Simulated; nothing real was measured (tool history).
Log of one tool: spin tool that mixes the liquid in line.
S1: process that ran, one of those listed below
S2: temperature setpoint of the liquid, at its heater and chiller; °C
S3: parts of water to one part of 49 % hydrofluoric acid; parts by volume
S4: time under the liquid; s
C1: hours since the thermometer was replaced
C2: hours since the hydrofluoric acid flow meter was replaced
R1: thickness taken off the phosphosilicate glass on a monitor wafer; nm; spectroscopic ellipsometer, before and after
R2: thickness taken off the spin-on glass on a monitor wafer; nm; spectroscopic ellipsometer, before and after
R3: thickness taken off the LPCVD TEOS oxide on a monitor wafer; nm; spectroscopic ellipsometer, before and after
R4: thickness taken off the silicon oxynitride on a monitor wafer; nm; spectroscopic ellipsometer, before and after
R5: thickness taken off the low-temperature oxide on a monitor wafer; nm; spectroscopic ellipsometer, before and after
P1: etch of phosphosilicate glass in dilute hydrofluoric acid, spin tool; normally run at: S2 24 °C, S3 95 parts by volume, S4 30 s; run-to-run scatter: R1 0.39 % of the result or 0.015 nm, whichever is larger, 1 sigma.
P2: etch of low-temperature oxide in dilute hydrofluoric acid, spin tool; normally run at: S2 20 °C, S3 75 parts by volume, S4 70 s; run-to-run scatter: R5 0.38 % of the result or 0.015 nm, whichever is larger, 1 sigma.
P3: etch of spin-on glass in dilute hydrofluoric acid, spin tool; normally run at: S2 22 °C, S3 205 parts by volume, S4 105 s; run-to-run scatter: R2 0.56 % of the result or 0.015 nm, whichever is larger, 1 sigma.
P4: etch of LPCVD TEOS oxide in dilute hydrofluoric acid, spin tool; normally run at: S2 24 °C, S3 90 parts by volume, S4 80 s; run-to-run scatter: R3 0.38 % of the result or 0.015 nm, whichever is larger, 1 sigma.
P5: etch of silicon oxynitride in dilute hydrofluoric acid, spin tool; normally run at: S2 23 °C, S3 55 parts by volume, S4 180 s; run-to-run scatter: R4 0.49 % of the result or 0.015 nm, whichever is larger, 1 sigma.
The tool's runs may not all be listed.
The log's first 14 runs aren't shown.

Run 15, hour 46.6: S1 P5, S2 17 °C, S3 55 parts by volume, S4 180 s; C1 757.8; C2 194.2. Result: R4 6.755 nm.
Run 16, hour 49.2: S1 P1, S2 17.5 °C, S3 95 parts by volume, S4 30 s; C1 760.4; C2 196.8. Result: R1 34.047 nm.
Run 17, hour 53.7: S1 P2, S2 17 °C, S3 75 parts by volume, S4 70 s; C1 764.9; C2 201.3. Result: R5 10.256 nm.
Run 18, hour 58.5: S1 P1, S2 24 °C, S3 20 parts by volume, S4 30 s; C1 769.7; C2 206.1. Result: R1 232.64 nm.
Run 19, hour 62.5: S1 P3, S2 22 °C, S3 315 parts by volume, S4 105 s; C1 773.7; C2 210.1. Result: R2 12.904 nm.
Run 20, hour 64.6: S1 P5, S2 23 °C, S3 55 parts by volume, S4 300 s; C1 775.8; C2 212.2. Result: R4 15.154 nm.
Run 21, hour 68.8: S1 P1, S2 24 °C, S3 20 parts by volume, S4 15 s; C1 780; C2 216.4. Result: R1 116.01 nm.
Run 22, hour 72.2: S1 P2, S2 20 °C, S3 75 parts by volume, S4 70 s; C1 783.4; C2 219.8. Result: R5 11.629 nm.
Run 23, hour 74.9: S1 P2, S2 20 °C, S3 75 parts by volume, S4 70 s; C1 786.1; C2 222.5. Result: R5 11.65 nm.
Run 24, hour 78.2: S1 P4, S2 24 °C, S3 35 parts by volume, S4 80 s; C1 789.4; C2 225.8. Result: R3 86.477 nm.
Run 25, hour 81.4: S1 P1, S2 24 °C, S3 45 parts by volume, S4 50 s; C1 792.6; C2 229. Result: R1 166.87 nm.
Run 26, hour 84.8: S1 P4, S2 24 °C, S3 90 parts by volume, S4 145 s; C1 796; C2 232.4. Result: R3 56.282 nm.
Run 27, hour 89.3: S1 P4, S2 24 °C, S3 90 parts by volume, S4 80 s; C1 800.5; C2 236.9. Result: R3 31.27 nm.
Run 28, hour 93.2: S1 P1, S2 24 °C, S3 95 parts by volume, S4 45 s; C1 804.4; C2 240.8. Result: R1 67.106 nm.
Run 29, hour 97.8: S1 P1, S2 24 °C, S3 95 parts by volume, S4 30 s; C1 809; C2 245.4. Result: R1 44.459 nm.
Run 30, hour 100.3: S1 P5, S2 23 °C, S3 55 parts by volume, S4 180 s; C1 811.5; C2 247.9. Result: R4 9.0637 nm.
Run 31, hour 105: S1 P3, S2 22 °C, S3 205 parts by volume, S4 35 s; C1 816.2; C2 252.6. Result: R2 7.3357 nm.

Run 32 comes next. What will it give?
Run 32, hour 108.8: S1 P1, S2 24 °C, S3 95 parts by volume, S4 30 s; C1 820; C2 256.4. Result: R1 ?.

R1: 44.159 nm

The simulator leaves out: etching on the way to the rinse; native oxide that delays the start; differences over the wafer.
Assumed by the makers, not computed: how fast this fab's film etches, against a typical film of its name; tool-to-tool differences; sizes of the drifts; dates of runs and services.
